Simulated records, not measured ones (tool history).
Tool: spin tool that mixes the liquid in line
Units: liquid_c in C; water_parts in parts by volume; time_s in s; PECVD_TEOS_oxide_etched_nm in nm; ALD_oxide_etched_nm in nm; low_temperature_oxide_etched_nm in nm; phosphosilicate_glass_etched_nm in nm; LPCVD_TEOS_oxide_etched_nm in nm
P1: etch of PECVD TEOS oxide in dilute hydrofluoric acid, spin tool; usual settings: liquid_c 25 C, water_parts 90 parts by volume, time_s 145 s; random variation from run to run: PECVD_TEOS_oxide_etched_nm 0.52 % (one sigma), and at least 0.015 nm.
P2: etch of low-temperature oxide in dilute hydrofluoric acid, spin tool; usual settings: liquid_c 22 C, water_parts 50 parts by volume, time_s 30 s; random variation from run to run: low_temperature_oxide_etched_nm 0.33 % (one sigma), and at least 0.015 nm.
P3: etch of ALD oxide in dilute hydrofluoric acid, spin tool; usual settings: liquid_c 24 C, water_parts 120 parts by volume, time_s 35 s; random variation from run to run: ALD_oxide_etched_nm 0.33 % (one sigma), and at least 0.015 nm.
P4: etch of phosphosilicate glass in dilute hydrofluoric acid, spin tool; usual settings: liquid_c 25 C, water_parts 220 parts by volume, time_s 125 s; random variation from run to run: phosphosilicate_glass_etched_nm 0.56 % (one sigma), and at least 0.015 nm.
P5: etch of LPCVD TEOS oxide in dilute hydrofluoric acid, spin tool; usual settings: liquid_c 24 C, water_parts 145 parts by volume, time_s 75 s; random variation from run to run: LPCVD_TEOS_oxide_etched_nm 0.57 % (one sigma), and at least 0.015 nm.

| run | hour | process | liquid_c | water_parts | time_s | hours since the thermometer was replaced | hours since the hydrofluoric acid flow meter was replaced | PECVD_TEOS_oxide_etched_nm | ALD_oxide_etched_nm | low_temperature_oxide_etched_nm | phosphosilicate_glass_etched_nm | LPCVD_TEOS_oxide_etched_nm |
|---|---|---|---|---|---|---|---|---|---|---|---|---|
| 1 | 8.8 | P1 | 25 | 90 | 145 | 631.4 | 1306.8 | 47.664 |  |  |  |  |
| 2 | 20.4 | P1 | 25 | 90 | 145 | 643 | 1318.4 | 47.958 |  |  |  |  |
| 3 | 33.9 | P3 | 24 | 120 | 15 | 656.5 | 1331.9 |  | 4.0164 |  |  |  |
| 4 | 46.8 | P1 | 25 | 90 | 85 | 669.4 | 1344.8 | 28.072 |  |  |  |  |
| 5 | 53.8 | P2 | 22 | 50 | 55 | 676.4 | 1351.8 |  |  | 38.056 |  |  |
| 6 | 64.2 | P1 | 25 | 20 | 145 | 686.8 | 1362.2 | 235.28 |  |  |  |  |
| 7 | 74.1 | P4 | 25 | 220 | 125 | 696.7 | 1372.1 |  |  |  | 31.063 |  |
| 8 | 85.4 | P5 | 17.5 | 145 | 75 | 708 | 1383.4 |  |  |  |  | 6.9243 |
| 9 | 99.4 | P1 | 25 | 90 | 145 | 722 | 1397.4 | 48.152 |  |  |  |  |
| 10 | 108.5 | P4 | 25 | 220 | 125 | 731.1 | 1406.5 |  |  |  | 31.419 |  |
| 11 | 117.2 | P1 | 25 | 90 | 145 | 739.8 | 1415.2 | 47.857 |  |  |  |  |
| 12 | 124.9 | P5 | 24 | 145 | 75 | 747.5 | 1422.9 |  |  |  |  | 8.947 |
| 13 | 133.5 | P1 | 29.5 | 90 | 90 | 756.1 | 1431.5 | 35.563 |  |  |  |  |
| 14 | 145.6 | P2 | 22 | 80 | 30 | 768.2 | 1443.6 |  |  | 12.551 |  |  |
| 15 | 156.9 | P2 | 22 | 50 | 30 | 779.5 | 1454.9 |  |  | 20.683 |  |  |
| 16 | 169.5 | P4 | 25 | 220 | 200 | 792.1 | 1467.5 |  |  |  | 49.586 |  |
| 17 | 182.8 | P1 | 21.5 | 145 | 145 | 805.4 | 1480.8 | 24.107 |  |  |  |  |
| 18 | 189.8 | P3 | 18.5 | 120 | 35 | 812.4 | 1487.8 |  | 7.5683 |  |  |  |
| 19 | 196 | P1 | 25 | 90 | 145 | 818.6 | 1494 | 48.369 |  |  |  |  |
| 20 | 203.1 | P3 | 24 | 220 | 35 | 825.7 | 1501.1 |  | 4.5562 |  |  |  |
| 21 | 215.7 | P5 | 24 | 145 | 15 | 838.3 | 1513.7 |  |  |  |  | 1.7959 |
| 22 | 228.6 | P1 | 19 | 90 | 145 | 851.2 | 1526.6 | 37.819 |  |  |  |  |
| 23 | 236.9 | P1 | 25 | 90 | 145 | 859.5 | 1534.9 | 48.233 |  |  |  |  |
| 24 | 245.9 | P4 | 32 | 220 | 125 | 868.5 | 1543.9 |  |  |  | 39.641 |  |
| 25 | 259.4 | P2 | 17 | 50 | 30 | 882 | 1557.4 |  |  | 16.787 |  |  |
| 26 | 271 | P5 | 24 | 145 | 75 | 893.6 | 1569 |  |  |  |  | 8.91 |
| 27 | 278.6 | P1 | 25 | 125 | 145 | 901.2 | 1576.6 | 32.865 |  |  |  |  |
| 28 | 291.6 | P5 | 24 | 35 | 75 | 914.2 | 1589.6 |  |  |  |  | 41.974 |
| 29 | 305.3 | P3 | 24 | 120 | 35 | 927.9 | 1603.3 |  | 9.4716 |  |  |  |
| 30 | 311.6 | P1 | 25 | 90 | 145 | 934.2 | 1609.6 | 47.163 |  |  |  |  |
| 31 | 323.3 | P1 | 25 | 25 | 205 | 945.9 | 1621.3 | 267.36 |  |  |  |  |
| 32 | 336.3 | P1 | 32.5 | 90 | 145 | 958.9 | 1634.3 | 64.026 |  |  |  |  |
| 33 | 348.4 | P1 | 25 | 90 | 230 | 971 | 1646.4 | 75.834 |  |  |  |  |
| 34 | 360.7 | P4 | 25 | 375 | 125 | 983.3 | 1658.7 |  |  |  | 15.696 |  |
| 35 | 370.8 | P1 | 25 | 90 | 145 | 993.4 | 1668.8 | 47.709 |  |  |  |  |
| 36 | 383.4 | P1 | 25 | 90 | 145 | 1006 | 1681.4 | 45.736 |  |  |  |  |
| 37 | 397.4 | P1 | 25 | 90 | 145 | 1020 | 1695.4 | 45.132 |  |  |  |  |
| 38 | 406.6 | P1 | 25 | 90 | 145 | 1029.2 | 1704.6 | 44.212 |  |  |  |  |
| 39 | 419.1 | P1 | 25 | 90 | 145 | 1041.7 | 1717.1 | 44.22 |  |  |  |  |
| 40 | 427.5 | P1 | 25 | 90 | 145 | 1050.1 | 1725.5 | 43.706 |  |  |  |  |
| 41 | 440.5 | P1 | 25 | 90 | 145 | 1063.1 | 1738.5 | 43.403 |  |  |  |  |
| 42 | 450.7 | P1 | 25 | 90 | 145 | 1073.3 | 1748.7 | 43.634 |  |  |  |  |

What P1 gives has crept away from where it was. These 2 causes fit the log equally well, each at the size given:
A: liquid colder than its thermometer reads (K) = 2.33
B: hydrofluoric acid flow below the setpoint (%) = 7.97
The creep began at about hour 370.8.

4 check runs are offered, each on 2 wafers whose results are averaged, their results left as question marks. Which one tells the causes apart?
| check 1 | 460.9 | P5 | 24 | 100 | 45 |  |  |  |  |  |  | ? |
| check 2 | 460.9 | P2 | 22 | 75 | 45 |  |  |  |  | ? |  |  |
| check 3 | 460.9 | P4 | 25 | 375 | 185 |  |  |  |  |  | ? |  |
| check 4 | 460.9 | P3 | 20 | 190 | 35 |  |  |  | ? |  |  |  |

What each check would give under each cause:
| check | result | if A | if B |
|---|---|---|---|
| check 1 | LPCVD_TEOS_oxide_etched_nm | 7.4565 | 7.454 |
| check 2 | low_temperature_oxide_etched_nm | 18.305 | 18.408 |
| check 3 | phosphosilicate_glass_etched_nm | 21.458 | 20.716 |
| check 4 | ALD_oxide_etched_nm | 4.302 | 4.2695 |
How far apart the two closest causes lie, in the result that separates them most: check 1 0.03 %; check 2 0.56 %; check 3 3.52 %; check 4 0.76 %
Only check 3 tells the causes apart: in the others they would give nearly the same result.

Then check 3 was run and gave: phosphosilicate_glass_etched_nm 21.487 nm. Which cause is it?

It is A: liquid colder than its thermometer reads (K).
